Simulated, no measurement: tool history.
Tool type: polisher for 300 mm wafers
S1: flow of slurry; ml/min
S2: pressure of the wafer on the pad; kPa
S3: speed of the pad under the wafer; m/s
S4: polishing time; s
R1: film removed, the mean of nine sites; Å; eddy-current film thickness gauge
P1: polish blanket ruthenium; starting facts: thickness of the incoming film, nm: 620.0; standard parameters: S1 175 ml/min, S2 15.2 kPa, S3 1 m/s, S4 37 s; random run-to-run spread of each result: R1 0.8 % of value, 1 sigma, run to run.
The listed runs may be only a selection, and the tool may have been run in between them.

| run | hour | S1 | S2 | S3 | S4 | R1 |
|---|---|---|---|---|---|---|
| 1 | 10 | 175 | 15.2 | 1 | 37 | 468.25 |
| 2 | 18.2 | 175 | 15.2 | 1.4 | 37 | 657.64 |
| 3 | 34.3 | 175 | 15.2 | 0.56 | 37 | 265.08 |
| 4 | 44.1 | 105 | 15.2 | 1 | 37 | 426.9 |
| 5 | 56.6 | 175 | 15.2 | 1 | 37 | 467.56 |
| 6 | 67 | 175 | 7.6 | 1 | 37 | 229.78 |
| 7 | 81.9 | 175 | 20 | 0.54 | 37 | 335.38 |
| 8 | 97.5 | 175 | 15.2 | 1 | 57 | 719.22 |
| 9 | 105.2 | 175 | 15.2 | 1 | 37 | 466.44 |
| 10 | 121.5 | 175 | 15.2 | 1.46 | 51 | 943.04 |
| 11 | 135.8 | 175 | 21.4 | 1 | 37 | 655.62 |
| 12 | 143.4 | 220 | 15.2 | 1 | 37 | 479.02 |
| 13 | 153 | 175 | 15.2 | 1 | 23 | 290.27 |
| 14 | 169.7 | 175 | 15.2 | 1 | 37 | 467.25 |
| 15 | 183 | 175 | 15.2 | 1 | 37 | 465.28 |
| 16 | 193 | 175 | 15.2 | 1 | 37 | 461.89 |
| 17 | 201 | 175 | 15.2 | 1 | 37 | 448.88 |
|  | 213.7 | worn pad replaced by a new one |
| 18 | 216.7 | 175 | 15.2 | 1 | 37 | 442.84 |
| 19 | 224.1 | 175 | 15.2 | 1 | 37 | 437.95 |
| 20 | 240.8 | 175 | 15.2 | 1 | 37 | 440.4 |
| 21 | 253.5 | 175 | 15.2 | 1 | 37 | 440.75 |

What P1 gives has crept away from where it was. These 2 causes fit the log equally well, each at the size given:
A: slurry flow missing at the pad, % = 28.6
B: head's pressure below its setpoint, % = 5.73
The drift started at roughly hour 183.
Every other cause this tool's parts could produce, and why it does not fit the log:
removal rate lost through wear of the pad, %: its service at hour 213.7 followed the start of the drift and did not put the process back to its old value

Which of the check runs below tells the causes apart, meaning the causes would give it clearly different results? Each run uses 5 wafers whose results are averaged, and each result is shown as a question mark.
| check 1 | 266.2 | 175 | 15.2 | 0.7 | 37 | ? |
| check 2 | 266.2 | 175 | 18.6 | 1 | 48 | ? |
| check 3 | 266.2 | 175 | 18.6 | 1 | 37 | ? |
| check 4 | 266.2 | 115 | 15.2 | 1 | 37 | ? |

How each check would come out, cause by cause:
| check | result | if A | if B |
|---|---|---|---|
| check 1 | R1 | 307.89 | 307.89 |
| check 2 | R1 | 700.3 | 700.29 |
| check 3 | R1 | 539.82 | 539.8 |
| check 4 | R1 | 396.54 | 407.44 |
Smallest distance between any two causes, each pair judged by its most separating result, in per cent: check 1 0 %; check 2 0 %; check 3 0 %; check 4 2.71 %
The causes can be told apart only by check 4. The other checks would give nearly the same results under each of them.

With check 4 done, the readings were: R1 399.15 Å. Identify which of the listed causes applies.

It is A: slurry flow missing at the pad, %.
